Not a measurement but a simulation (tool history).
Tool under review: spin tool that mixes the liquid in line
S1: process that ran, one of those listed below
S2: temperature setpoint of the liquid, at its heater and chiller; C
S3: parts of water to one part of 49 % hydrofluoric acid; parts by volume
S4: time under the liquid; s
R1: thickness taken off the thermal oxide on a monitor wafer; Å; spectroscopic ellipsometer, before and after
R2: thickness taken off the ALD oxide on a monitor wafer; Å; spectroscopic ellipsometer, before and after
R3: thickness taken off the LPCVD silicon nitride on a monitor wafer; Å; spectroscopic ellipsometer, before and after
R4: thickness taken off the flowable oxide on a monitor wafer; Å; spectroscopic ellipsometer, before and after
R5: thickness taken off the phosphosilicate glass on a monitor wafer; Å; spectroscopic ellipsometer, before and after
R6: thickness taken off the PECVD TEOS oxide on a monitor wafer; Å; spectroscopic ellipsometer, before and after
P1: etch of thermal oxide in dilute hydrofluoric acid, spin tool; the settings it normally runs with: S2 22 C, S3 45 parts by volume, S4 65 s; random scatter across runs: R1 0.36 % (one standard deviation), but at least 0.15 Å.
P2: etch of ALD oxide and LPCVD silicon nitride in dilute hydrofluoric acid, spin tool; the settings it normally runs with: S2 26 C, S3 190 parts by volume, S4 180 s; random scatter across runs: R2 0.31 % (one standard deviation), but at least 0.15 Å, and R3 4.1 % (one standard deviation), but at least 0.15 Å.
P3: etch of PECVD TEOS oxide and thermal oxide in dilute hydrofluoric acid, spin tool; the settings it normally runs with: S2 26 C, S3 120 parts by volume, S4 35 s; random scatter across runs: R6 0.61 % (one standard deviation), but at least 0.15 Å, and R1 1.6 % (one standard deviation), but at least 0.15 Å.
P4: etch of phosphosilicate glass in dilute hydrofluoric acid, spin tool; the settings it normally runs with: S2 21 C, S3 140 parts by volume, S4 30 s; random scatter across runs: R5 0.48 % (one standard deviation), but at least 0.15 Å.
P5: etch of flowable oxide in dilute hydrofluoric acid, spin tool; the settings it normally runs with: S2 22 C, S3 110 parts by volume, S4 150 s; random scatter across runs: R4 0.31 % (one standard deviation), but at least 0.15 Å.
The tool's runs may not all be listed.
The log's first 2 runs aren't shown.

run	hour	S1	S2	S3	S4	R1	R2	R3	R4	R5	R6
3	16.8	P2	26	190	180		173.68	6.4873			
4	22.2	P1	17	45	65	51.204					
5	27.9	P1	28.5	45	65	82.108					
6	33.2	P5	22	110	150				305.17		
7	39.8	P1	22	65	110	71.955					
8	44	P4	21	140	30					349.11	
9	48.5	P1	22	45	65	63.061					
10	52.7	P1	22	45	65	63.373					
11	57.8	P4	21	140	15					174.94	
12	61.7	P5	29.5	110	150				407.89		
13	65.7	P3	26	120	55	21.582					61.14
14	72.9	P1	22	20	65	146.4					
15	79.2	P1	22	45	15	14.539					
16	83.8	P2	26	190	40		38.852	1.445			
17	90.4	P1	22	45	65	63.428					
18	97.1	P2	26	325	180		88.824	3.815			
19	101.3	P3	26	210	35	7.0645					20.59
20	105.3	P4	17	140	30					296.87	
21	109.1	P1	22	45	65	62.974					
22	114.4	P1	22	60	65	46.647					
23	118.9	P1	17	70	65	31.672					

Run 24, settings as shown, results not yet in. Your forecast:
24	123.5	P4	21	70	30					?	

Run 24 yielded R5 751.9 Å.
